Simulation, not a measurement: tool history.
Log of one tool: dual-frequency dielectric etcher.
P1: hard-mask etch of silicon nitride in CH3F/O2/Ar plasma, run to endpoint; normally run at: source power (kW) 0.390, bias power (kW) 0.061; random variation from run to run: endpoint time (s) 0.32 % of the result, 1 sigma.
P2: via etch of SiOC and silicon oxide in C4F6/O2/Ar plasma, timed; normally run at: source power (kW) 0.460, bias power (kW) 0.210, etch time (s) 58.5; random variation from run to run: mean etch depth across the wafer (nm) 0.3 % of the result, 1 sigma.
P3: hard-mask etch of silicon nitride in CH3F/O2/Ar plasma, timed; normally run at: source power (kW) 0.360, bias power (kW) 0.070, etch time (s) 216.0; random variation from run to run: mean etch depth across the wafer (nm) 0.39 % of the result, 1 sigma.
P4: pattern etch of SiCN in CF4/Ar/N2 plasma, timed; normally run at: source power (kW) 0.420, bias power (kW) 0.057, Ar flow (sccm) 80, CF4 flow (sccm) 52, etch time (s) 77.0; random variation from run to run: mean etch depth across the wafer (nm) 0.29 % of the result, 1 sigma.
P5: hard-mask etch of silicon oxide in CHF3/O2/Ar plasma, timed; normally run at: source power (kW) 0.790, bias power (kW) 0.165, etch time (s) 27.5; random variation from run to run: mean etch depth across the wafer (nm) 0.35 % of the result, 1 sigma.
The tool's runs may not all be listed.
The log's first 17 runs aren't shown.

run   hour  process that ran  source power (kW)  bias power (kW)  Ar flow (sccm)  CF4 flow (sccm)  etch time (s)  endpoint time (s)  mean etch depth across the wafer (nm)
 18  113.5                P1              0.390            0.046                                                             67.789
 19  121.7                P2              0.660            0.210                                            58.5                                                    82.738
 20  129.1                P4              0.260            0.057              80               52           77.0                                                    37.207
 21  133.7                P1              0.390            0.061                                                             62.109
 22  139.2                P1              0.390            0.061                                                             61.690
 23  147.5                P3              0.360            0.070                                           216.0                                                   144.660
 24  153.5                P1              0.540            0.041                                                             61.541
 25  158.2                P2              0.460            0.210                                            58.5                                                    71.714
 26  162.7                P5              0.790            0.165                                            27.5                                                    59.453
 27  167.5                P4              0.420            0.057              80               52           77.0                                                    56.841
 28  175.4                P1              0.320            0.061                                                             66.874
     180.6  -- source power generator calibrated
 29  181.1                P5              0.790            0.165                                            27.5                                                    59.812
     181.3  -- bias power generator calibrated
 30  186.6                P5              0.790            0.165                                            21.0                                                    45.500
 31  192.5                P4              0.420            0.057              80               52          102.5                                                    75.624
 32  197.8                P1              0.390            0.061                                                             61.788

The next listed run, before its measurement:
 33  202.1                P1              0.390            0.061                                                                  ?

{"run 33": {"endpoint time (s)": 61.962}}

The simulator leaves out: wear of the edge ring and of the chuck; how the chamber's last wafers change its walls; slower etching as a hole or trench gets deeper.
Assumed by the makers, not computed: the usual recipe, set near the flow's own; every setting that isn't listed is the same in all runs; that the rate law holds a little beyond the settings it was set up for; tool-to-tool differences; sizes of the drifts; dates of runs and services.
